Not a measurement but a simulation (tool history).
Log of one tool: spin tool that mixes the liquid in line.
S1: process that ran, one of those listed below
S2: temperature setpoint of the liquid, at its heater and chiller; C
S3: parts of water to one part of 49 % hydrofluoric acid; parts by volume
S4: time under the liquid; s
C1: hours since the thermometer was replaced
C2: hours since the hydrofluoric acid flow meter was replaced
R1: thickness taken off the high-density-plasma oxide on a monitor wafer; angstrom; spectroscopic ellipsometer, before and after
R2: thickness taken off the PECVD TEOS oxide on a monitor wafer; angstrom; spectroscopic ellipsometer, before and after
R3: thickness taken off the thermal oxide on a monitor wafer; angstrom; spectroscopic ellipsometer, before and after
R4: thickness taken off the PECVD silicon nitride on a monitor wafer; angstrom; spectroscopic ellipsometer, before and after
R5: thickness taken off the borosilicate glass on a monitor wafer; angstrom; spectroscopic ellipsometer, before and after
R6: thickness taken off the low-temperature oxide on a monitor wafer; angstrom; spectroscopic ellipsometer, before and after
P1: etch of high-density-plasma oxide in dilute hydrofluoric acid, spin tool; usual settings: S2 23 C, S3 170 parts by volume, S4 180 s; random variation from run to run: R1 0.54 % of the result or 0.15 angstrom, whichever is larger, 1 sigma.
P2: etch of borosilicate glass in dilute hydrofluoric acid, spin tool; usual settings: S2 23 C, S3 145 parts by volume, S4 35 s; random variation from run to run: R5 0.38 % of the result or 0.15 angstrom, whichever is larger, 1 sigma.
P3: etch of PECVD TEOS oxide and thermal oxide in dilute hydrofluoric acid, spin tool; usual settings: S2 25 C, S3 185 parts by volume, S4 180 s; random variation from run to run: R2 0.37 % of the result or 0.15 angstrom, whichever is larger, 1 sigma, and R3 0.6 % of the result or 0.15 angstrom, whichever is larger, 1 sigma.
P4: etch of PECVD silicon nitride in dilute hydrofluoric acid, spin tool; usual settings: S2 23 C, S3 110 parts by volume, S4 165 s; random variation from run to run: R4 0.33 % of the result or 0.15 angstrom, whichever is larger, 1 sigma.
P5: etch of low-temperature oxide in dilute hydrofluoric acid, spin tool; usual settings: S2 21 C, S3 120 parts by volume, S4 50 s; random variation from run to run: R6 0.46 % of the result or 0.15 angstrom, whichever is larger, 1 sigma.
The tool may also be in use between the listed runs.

| run | hour | S1 | S2 | S3 | S4 | C1 | C2 | R1 | R2 | R3 | R4 | R5 | R6 |
|---|---|---|---|---|---|---|---|---|---|---|---|---|---|
| 1 | 14.3 | P1 | 23 | 170 | 180 | 1691.8 | 886.5 | 55.464 |  |  |  |  |  |
| 2 | 22 | P3 | 25 | 255 | 180 | 1699.5 | 894.2 |  | 175.15 | 29.923 |  |  |  |
| 3 | 30.1 | P4 | 23 | 110 | 165 | 1707.6 | 902.3 |  |  |  | 81.083 |  |  |
| 4 | 40.9 | P3 | 18 | 185 | 180 | 1718.4 | 913.1 |  | 198.55 | 33.371 |  |  |  |
| 5 | 51.1 | P1 | 23 | 85 | 55 | 1728.6 | 923.3 | 37.219 |  |  |  |  |  |
| 6 | 64.8 | P2 | 23 | 235 | 35 | 1742.3 | 937 |  |  |  |  | 42.334 |  |
| 7 | 78.4 | P4 | 23 | 110 | 165 | 1755.9 | 950.6 |  |  |  | 81.682 |  |  |
| 8 | 88.7 | P4 | 23 | 110 | 290 | 1766.2 | 960.9 |  |  |  | 142.46 |  |  |
|  | 100.9 | hydrofluoric acid flow meter replaced |
| 9 | 101.5 | P1 | 23 | 170 | 180 | 1779 | 0.6 | 55.998 |  |  |  |  |  |
| 10 | 116.1 | P5 | 21 | 120 | 85 | 1793.6 | 15.2 |  |  |  |  |  | 155.74 |
| 11 | 127.1 | P3 | 25 | 185 | 295 | 1804.6 | 26.2 |  | 425.6 | 72.653 |  |  |  |
| 12 | 141.7 | P1 | 23 | 170 | 180 | 1819.2 | 40.8 | 55.473 |  |  |  |  |  |
| 13 | 156 | P2 | 23 | 145 | 55 | 1833.5 | 55.1 |  |  |  |  | 118.62 |  |
| 14 | 164.5 | P1 | 23 | 170 | 355 | 1842 | 63.6 | 109.56 |  |  |  |  |  |
| 15 | 178.8 | P3 | 25 | 185 | 180 | 1856.3 | 77.9 |  | 260.8 | 43.963 |  |  |  |
| 16 | 192.3 | P1 | 23 | 250 | 180 | 1869.8 | 91.4 | 34.778 |  |  |  |  |  |
| 17 | 201.2 | P5 | 17 | 120 | 50 | 1878.7 | 100.3 |  |  |  |  |  | 77.708 |
| 18 | 213.7 | P1 | 23 | 170 | 180 | 1891.2 | 112.8 | 55.55 |  |  |  |  |  |
| 19 | 223.9 | P5 | 21 | 120 | 50 | 1901.4 | 123 |  |  |  |  |  | 92.011 |
| 20 | 235.9 | P1 | 23 | 50 | 350 | 1913.4 | 135 | 426.04 |  |  |  |  |  |
| 21 | 243.8 | P4 | 23 | 20 | 165 | 1921.3 | 142.9 |  |  |  | 428.74 |  |  |
| 22 | 251.1 | P2 | 23 | 145 | 35 | 1928.6 | 150.2 |  |  |  |  | 74.964 |  |
| 23 | 263.1 | P1 | 23 | 170 | 40 | 1940.6 | 162.2 | 12.214 |  |  |  |  |  |
| 24 | 277 | P1 | 31 | 170 | 100 | 1954.5 | 176.1 | 41.559 |  |  |  |  |  |
| 25 | 290.7 | P1 | 23 | 55 | 180 | 1968.2 | 189.8 | 199.05 |  |  |  |  |  |
| 26 | 305.1 | P5 | 21 | 120 | 50 | 1982.6 | 204.2 |  |  |  |  |  | 91.782 |
| 27 | 319.9 | P2 | 27 | 145 | 35 | 1997.4 | 219 |  |  |  |  | 87.53 |  |
| 28 | 328.9 | P1 | 28 | 170 | 180 | 2006.4 | 228 | 67.165 |  |  |  |  |  |
| 29 | 338.8 | P1 | 23 | 170 | 180 | 2016.3 | 237.9 | 55.542 |  |  |  |  |  |
| 30 | 350.9 | P2 | 23 | 145 | 35 | 2028.4 | 250 |  |  |  |  | 74.761 |  |
| 31 | 364.5 | P4 | 28.5 | 110 | 165 | 2042 | 263.6 |  |  |  | 116.13 |  |  |
| 32 | 373.7 | P1 | 17 | 170 | 180 | 2051.2 | 272.8 | 43.888 |  |  |  |  |  |
| 33 | 382.9 | P5 | 21 | 70 | 50 | 2060.4 | 282 |  |  |  |  |  | 167.52 |
| 34 | 394.5 | P1 | 23 | 170 | 180 | 2072 | 293.6 | 55.381 |  |  |  |  |  |
| 35 | 408.8 | P1 | 23 | 170 | 180 | 2086.3 | 307.9 | 58.464 |  |  |  |  |  |
| 36 | 415.9 | P1 | 23 | 170 | 180 | 2093.4 | 315 | 58.843 |  |  |  |  |  |
| 37 | 430.3 | P1 | 23 | 170 | 180 | 2107.8 | 329.4 | 59.533 |  |  |  |  |  |
| 38 | 441.3 | P1 | 23 | 170 | 180 | 2118.8 | 340.4 | 58.857 |  |  |  |  |  |
| 39 | 454.3 | P1 | 23 | 170 | 180 | 2131.8 | 353.4 | 59.27 |  |  |  |  |  |
| 40 | 467.3 | P1 | 23 | 170 | 180 | 2144.8 | 366.4 | 59.527 |  |  |  |  |  |

What P1 gives has crept away from where it was. These 2 causes fit the log equally well, each at the size given:
A: hydrofluoric acid flow above the setpoint (%) = 5.73
B: liquid hotter than its thermometer reads (K) = 1.75
The creep began at about hour 394.5.

4 check runs are offered, one wafer each, their results left as question marks. Which one tells the causes apart?
| check 1 | 480.3 | P3 | 25 | 185 | 180 |  |  |  | ? | ? |  |  |  |
| check 2 | 480.3 | P5 | 21 | 120 | 50 |  |  |  |  |  |  |  | ? |
| check 3 | 480.3 | P4 | 23 | 110 | 165 |  |  |  |  |  | ? |  |  |
| check 4 | 480.3 | P2 | 23 | 145 | 35 |  |  |  |  |  |  | ? |  |

What each check would give under each cause:
| check | result | if A | if B |
|---|---|---|---|
| check 1 | R2 | 277.19 | 276.35 |
| check 1 | R3 | 46.792 | 46.651 |
| check 2 | R6 | 98.031 | 98.698 |
| check 3 | R4 | 85.666 | 90.972 |
| check 4 | R5 | 80.046 | 80.255 |
How far apart the two closest causes lie, in the result that separates them most: check 1 0.3 %; check 2 0.68 %; check 3 6.01 %; check 4 0.26 %
Only check 3 tells the causes apart: in the others they would give nearly the same result.

Check 3 was then run and gave: R4 85.842 angstrom. Which cause is it?

It is A: hydrofluoric acid flow above the setpoint (%).
